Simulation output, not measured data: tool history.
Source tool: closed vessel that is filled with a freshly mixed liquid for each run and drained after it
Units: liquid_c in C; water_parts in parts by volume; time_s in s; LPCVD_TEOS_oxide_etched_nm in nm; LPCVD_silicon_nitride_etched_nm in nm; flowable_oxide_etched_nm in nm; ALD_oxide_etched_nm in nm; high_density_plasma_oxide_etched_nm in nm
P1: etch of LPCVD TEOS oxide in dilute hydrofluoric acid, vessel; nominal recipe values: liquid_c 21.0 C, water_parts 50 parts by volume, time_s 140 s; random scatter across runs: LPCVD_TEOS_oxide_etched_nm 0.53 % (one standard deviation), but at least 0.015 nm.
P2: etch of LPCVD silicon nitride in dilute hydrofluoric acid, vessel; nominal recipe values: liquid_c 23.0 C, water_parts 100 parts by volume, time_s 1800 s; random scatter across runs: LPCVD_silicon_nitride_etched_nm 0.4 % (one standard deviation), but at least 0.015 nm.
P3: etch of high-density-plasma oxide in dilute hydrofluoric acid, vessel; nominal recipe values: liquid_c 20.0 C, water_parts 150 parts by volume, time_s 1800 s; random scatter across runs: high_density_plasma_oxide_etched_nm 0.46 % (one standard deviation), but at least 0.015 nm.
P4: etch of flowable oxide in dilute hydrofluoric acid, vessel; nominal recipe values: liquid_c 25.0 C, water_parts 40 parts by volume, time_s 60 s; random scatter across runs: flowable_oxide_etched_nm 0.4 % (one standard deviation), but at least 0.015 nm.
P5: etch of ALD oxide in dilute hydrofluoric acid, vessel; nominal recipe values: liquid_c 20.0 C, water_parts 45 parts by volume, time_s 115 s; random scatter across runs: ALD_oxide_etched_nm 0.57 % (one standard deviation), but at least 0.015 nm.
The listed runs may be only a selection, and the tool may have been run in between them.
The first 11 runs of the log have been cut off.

run	hour	process	liquid_c	water_parts	time_s	hours since the thermometer was replaced	hours since the hydrofluoric acid flow meter was replaced	LPCVD_TEOS_oxide_etched_nm	LPCVD_silicon_nitride_etched_nm	flowable_oxide_etched_nm	ALD_oxide_etched_nm	high_density_plasma_oxide_etched_nm
12	123.9	P1	21.0	50	140	698.8	1848.0	57.605				
13	132.6	P5	28.0	45	115	707.5	1856.7				45.043	
14	141.8	P1	21.0	20	35	716.7	1865.9	37.685				
15	151.8	P4	17.0	40	60	726.7	1875.9			34.009		
16	159.3	P2	23.0	100	3580	734.2	1883.4		19.7580			
17	172.6	P1	21.0	50	75	747.5	1896.7	30.953				
18	179.7	P1	21.0	50	140	754.6	1903.8	57.942				
19	193.5	P1	21.0	25	140	768.4	1917.6	119.890				
20	208.1	P4	25.0	40	60	783.0	1932.2			47.795		
21	214.6	P1	21.0	50	225	789.5	1938.7	93.660				
22	226.4	P4	25.0	40	30	801.3	1950.5			23.803		
23	233.4	P2	23.0	100	1800	808.3	1957.5		9.9337			
24	247.9	P1	17.0	50	140	822.8	1972.0	49.235				
25	254.9	P2	27.0	100	1800	829.8	1979.0		12.7370			
26	268.6	P1	21.0	85	140	843.5	1992.7	32.871				

Predict the results of run 27:
27	278.5	P3	20.0	150	3425	853.4	2002.6					?

{"run 27": {"high_density_plasma_oxide_etched_nm": 94.8}}
